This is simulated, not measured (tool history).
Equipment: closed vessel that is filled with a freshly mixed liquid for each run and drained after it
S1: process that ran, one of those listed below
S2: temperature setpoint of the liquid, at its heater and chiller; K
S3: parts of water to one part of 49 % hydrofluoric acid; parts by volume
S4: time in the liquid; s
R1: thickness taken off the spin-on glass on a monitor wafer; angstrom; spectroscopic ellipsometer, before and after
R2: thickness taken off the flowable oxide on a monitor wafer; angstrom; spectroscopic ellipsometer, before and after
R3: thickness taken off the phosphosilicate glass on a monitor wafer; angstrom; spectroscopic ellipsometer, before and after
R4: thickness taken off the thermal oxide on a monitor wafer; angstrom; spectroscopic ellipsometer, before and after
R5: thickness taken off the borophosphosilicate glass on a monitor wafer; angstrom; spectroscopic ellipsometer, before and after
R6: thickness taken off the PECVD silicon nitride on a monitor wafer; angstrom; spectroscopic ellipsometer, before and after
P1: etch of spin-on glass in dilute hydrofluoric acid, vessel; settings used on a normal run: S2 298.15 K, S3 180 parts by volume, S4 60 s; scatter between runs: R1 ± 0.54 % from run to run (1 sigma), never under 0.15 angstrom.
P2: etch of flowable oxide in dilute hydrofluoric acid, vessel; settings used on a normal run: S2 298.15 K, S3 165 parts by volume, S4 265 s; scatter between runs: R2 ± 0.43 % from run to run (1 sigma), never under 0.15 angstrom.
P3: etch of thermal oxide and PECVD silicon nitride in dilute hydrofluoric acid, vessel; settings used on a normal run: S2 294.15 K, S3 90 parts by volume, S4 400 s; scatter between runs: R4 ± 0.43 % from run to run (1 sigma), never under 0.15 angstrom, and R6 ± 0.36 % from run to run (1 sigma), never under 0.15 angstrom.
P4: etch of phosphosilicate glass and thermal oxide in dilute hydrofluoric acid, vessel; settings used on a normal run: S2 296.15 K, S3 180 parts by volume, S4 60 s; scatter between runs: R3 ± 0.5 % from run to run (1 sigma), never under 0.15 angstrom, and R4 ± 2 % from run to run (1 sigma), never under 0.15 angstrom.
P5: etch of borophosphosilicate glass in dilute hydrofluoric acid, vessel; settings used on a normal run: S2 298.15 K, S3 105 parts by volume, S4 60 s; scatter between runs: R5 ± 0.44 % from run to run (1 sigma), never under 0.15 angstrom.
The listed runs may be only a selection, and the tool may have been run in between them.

{"run": 1, "hour": 2.9, "S1": "P1", "S2": 298.15, "S3": 180, "S4": 60, "R1": 90.35}
{"run": 2, "hour": 6.6, "S1": "P2", "S2": 298.15, "S3": 165, "S4": 265, "R2": 515.17}
{"run": 3, "hour": 9.9, "S1": "P4", "S2": 296.15, "S3": 180, "S4": 60, "R3": 379.82, "R4": 13.839}
{"run": 4, "hour": 14.3, "S1": "P1", "S2": 298.15, "S3": 180, "S4": 60, "R1": 91.029}
{"run": 5, "hour": 18.0, "S1": "P1", "S2": 298.15, "S3": 325, "S4": 35, "R1": 25.266}
{"run": 6, "hour": 22.1, "S1": "P4", "S2": 291.15, "S3": 180, "S4": 60, "R3": 312.54, "R4": 11.091}
{"run": 7, "hour": 25.8, "S1": "P1", "S2": 298.15, "S3": 180, "S4": 60, "R1": 89.886}
{"run": 8, "hour": 28.3, "S1": "P1", "S2": 298.15, "S3": 55, "S4": 60, "R1": 347.76}
{"run": 9, "hour": 32.4, "S1": "P2", "S2": 298.15, "S3": 165, "S4": 530, "R2": 1037.3}
{"run": 10, "hour": 36.7, "S1": "P1", "S2": 298.15, "S3": 180, "S4": 30, "R1": 45.364}
{"run": 11, "hour": 39.4, "S1": "P5", "S2": 298.15, "S3": 105, "S4": 60, "R5": 216.37}
{"run": 12, "hour": 43.0, "S1": "P3", "S2": 294.15, "S3": 135, "S4": 400, "R4": 121.01, "R6": 73.14}
{"run": 13, "hour": 46.8, "S1": "P5", "S2": 298.15, "S3": 40, "S4": 60, "R5": 618.67}
{"run": 14, "hour": 49.4, "S1": "P1", "S2": 298.15, "S3": 180, "S4": 60, "R1": 90.814}
{"run": 15, "hour": 53.9, "S1": "P4", "S2": 296.15, "S3": 180, "S4": 110, "R3": 697.63, "R4": 26.484}
{"run": 16, "hour": 58.0, "S1": "P3", "S2": 294.15, "S3": 90, "S4": 400, "R4": 192.0, "R6": 109.79}
{"run": 17, "hour": 62.9, "S1": "P1", "S2": 298.15, "S3": 180, "S4": 60, "R1": 90.37}
{"run": 18, "hour": 68.2, "S1": "P1", "S2": 298.15, "S3": 180, "S4": 60, "R1": 90.569}
{"run": 19, "hour": 73.8, "S1": "P4", "S2": 296.15, "S3": 180, "S4": 60, "R3": 380.15, "R4": 13.861}
{"run": 20, "hour": 78.9, "S1": "P3", "S2": 294.15, "S3": 90, "S4": 225, "R4": 107.04, "R6": 61.758}

The next listed run, before its measurement:
{"run": 21, "hour": 82.3, "S1": "P1", "S2": 304.15, "S3": 180, "S4": 60, "R1": "?"}

{"run 21": {"R1": 111.62}}

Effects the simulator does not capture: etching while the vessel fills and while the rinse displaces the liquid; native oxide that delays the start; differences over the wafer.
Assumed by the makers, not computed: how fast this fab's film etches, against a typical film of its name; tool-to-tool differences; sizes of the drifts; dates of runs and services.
